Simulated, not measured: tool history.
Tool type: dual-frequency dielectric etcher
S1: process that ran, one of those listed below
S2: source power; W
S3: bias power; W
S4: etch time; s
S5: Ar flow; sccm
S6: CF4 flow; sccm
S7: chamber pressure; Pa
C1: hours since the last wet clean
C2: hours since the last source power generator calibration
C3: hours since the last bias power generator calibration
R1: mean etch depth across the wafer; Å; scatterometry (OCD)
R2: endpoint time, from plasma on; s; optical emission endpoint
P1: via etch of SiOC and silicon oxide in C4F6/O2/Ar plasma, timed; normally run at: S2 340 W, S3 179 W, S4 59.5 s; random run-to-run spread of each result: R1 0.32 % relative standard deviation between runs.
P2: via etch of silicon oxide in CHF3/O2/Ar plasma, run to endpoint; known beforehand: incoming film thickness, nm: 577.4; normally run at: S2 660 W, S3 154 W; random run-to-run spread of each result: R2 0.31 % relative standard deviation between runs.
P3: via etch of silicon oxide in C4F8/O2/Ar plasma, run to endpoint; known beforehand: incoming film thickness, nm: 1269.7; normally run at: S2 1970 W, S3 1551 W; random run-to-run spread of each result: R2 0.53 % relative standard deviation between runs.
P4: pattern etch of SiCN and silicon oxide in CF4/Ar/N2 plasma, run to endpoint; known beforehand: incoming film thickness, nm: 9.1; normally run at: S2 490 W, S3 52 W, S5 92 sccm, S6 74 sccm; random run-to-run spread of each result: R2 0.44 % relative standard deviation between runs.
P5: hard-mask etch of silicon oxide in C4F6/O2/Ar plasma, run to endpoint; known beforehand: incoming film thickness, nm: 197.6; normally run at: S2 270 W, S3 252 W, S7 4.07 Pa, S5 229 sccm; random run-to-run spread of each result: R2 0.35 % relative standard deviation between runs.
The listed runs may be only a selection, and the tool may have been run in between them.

run	hour	S1	S2	S3	S4	S5	S6	S7	C1	C2	C3	R1	R2
1	6.3	P1	340	179	59.5				116.5	2836.9	1856.7	632.40	
2	12.1	P4	490	37		92	74		122.3	2842.7	1862.5		11.8540
3	15.9	P3	1970	1551					126.1	2846.5	1866.3		276.8200
4	20.4	P1	210	179	59.5				130.6	2851.0	1870.8	525.16	
5	24.7	P4	610	52		92	74		134.9	2855.3	1875.1		8.8564
6	27.9	P4	490	52		92	47		138.1	2858.5	1878.3		11.6520
7	32.2	P2	660	193					142.4	2862.8	1882.6		266.7200
8	37.3	P1	340	105	59.5				147.5	2867.9	1887.7	537.52	
9	41.0	P1	340	179	79.0				151.2	2871.6	1891.4	844.09	
10	46.0	P1	340	238	59.5				156.2	2876.6	1896.4	692.75	
11	50.2	P1	340	179	59.5				160.4	2880.8	1900.6	635.35	
12	53.7	P4	490	52		69	74		163.9	2884.3	1904.1		10.2600
13	59.5	P5	270	252		229		4.07	169.7	2890.1	1909.9		62.8830
14	63.3	P2	520	154					173.5	2893.9	1913.7		314.9800
15	69.4	P1	340	210	38.0				179.6	2900.0	1919.8	426.89	
16	74.5	P1	340	179	37.0				184.7	2905.1	1924.9	397.05	
17	79.5	P2	660	154					189.7	2910.1	1929.9		287.1200
18	85.0	P5	270	252		229		5.73	195.2	2915.6	1935.4		65.3790
19	91.6	P1	340	179	59.5				201.8	2922.2	1942.0	634.15	
20	96.2	P4	490	52		92	74		206.4	2926.8	1946.6		10.7360
21	101.6	P1	340	179	59.5				211.8	2932.2	1952.0	632.24	
22	106.1	P5	270	252		283		4.07	216.3	2936.7	1956.5		64.0700
23	111.1	P4	490	52		92	74		221.3	2941.7	1961.5		10.7970
24	116.1	P5	340	252		229		4.07	226.3	2946.7	1966.5		58.0140
25	121.3	P3	1580	1551					231.5	2951.9	1971.7		305.3100
26	125.6	P3	1970	1244					235.8	2956.2	1976.0		295.5300
27	130.2	P1	340	179	59.5				240.4	2960.8	1980.6	632.84	
28	134.8	P5	270	354		229		4.07	245.0	2965.4	1985.2		55.7260
29	138.1	P1	400	179	59.5				248.3	2968.7	1988.5	674.14	
30	144.5	P1	340	179	59.5				254.7	2975.1	1994.9	631.94	
31	151.1	P1	340	179	59.5				261.3	2981.7	2001.5	631.97	
32	157.2	P1	340	179	59.5				267.4	2987.8	2007.6	640.41	
33	160.2	P1	340	179	59.5				270.4	2990.8	2010.6	636.51	
34	163.9	P1	340	179	59.5				274.1	2994.5	2014.3	641.77	
35	169.5	P1	340	179	59.5				279.7	3000.1	2019.9	641.17	
36	172.6	P1	340	179	59.5				282.8	3003.2	2023.0	640.54	
# hour 173.2: wet clean of the chamber
37	179.2	P1	340	179	59.5				6.1	3009.8	2029.6	644.45	
38	182.1	P1	340	179	59.5				9.0	3012.7	2032.5	640.60	
39	187.9	P1	340	179	59.5				14.8	3018.5	2038.3	642.39	
40	191.1	P1	340	179	59.5				18.0	3021.7	2041.5	642.32	
41	194.7	P1	340	179	59.5				21.6	3025.3	2045.1	643.02	

What P1 gives has crept off from where it sat before. The 2 causes that follow fit the log equally well, each at the size noted:
A: bias power that arrives over what is set, % = 4.98
B: source power that arrives over what is set, % = 4.2
The process output started creeping at around hour 151.1.
The rest of the possible causes, and what rules out each one:
chamber walls in a state that raises the etch rate, %: serviced at hour 173.2, after the change had begun; the process did not return to its earlier output

Each of the check runs listed below is run on 2 wafers and reports their average, with the results left as question marks. Pick the one under which the possible causes would lead to clearly different results.
check 1	198.3	P5	270	252		229		4.07					?
check 2	198.3	P4	490	52		92	74						?
check 3	198.3	P2	660	154									?
check 4	198.3	P3	1970	1551									?

Check results expected under each cause:
check	result	if A	if B
check 1	R2	61.7870	61.8680
check 2	R2	10.6100	10.3790
check 3	R2	282.4900	282.4600
check 4	R2	274.3600	273.4100
Distance between the nearest two causes, measured in the result of the check that separates them most: check 1 0.13 %; check 2 2.2 %; check 3 0.01 %; check 4 0.35 %
Only check 2 tells the causes apart: in the others they would give nearly the same result.

Here is what check 2 returned: R2 10.6480 s. Which cause is it?

A is the cause: bias power that arrives over what is set, %.

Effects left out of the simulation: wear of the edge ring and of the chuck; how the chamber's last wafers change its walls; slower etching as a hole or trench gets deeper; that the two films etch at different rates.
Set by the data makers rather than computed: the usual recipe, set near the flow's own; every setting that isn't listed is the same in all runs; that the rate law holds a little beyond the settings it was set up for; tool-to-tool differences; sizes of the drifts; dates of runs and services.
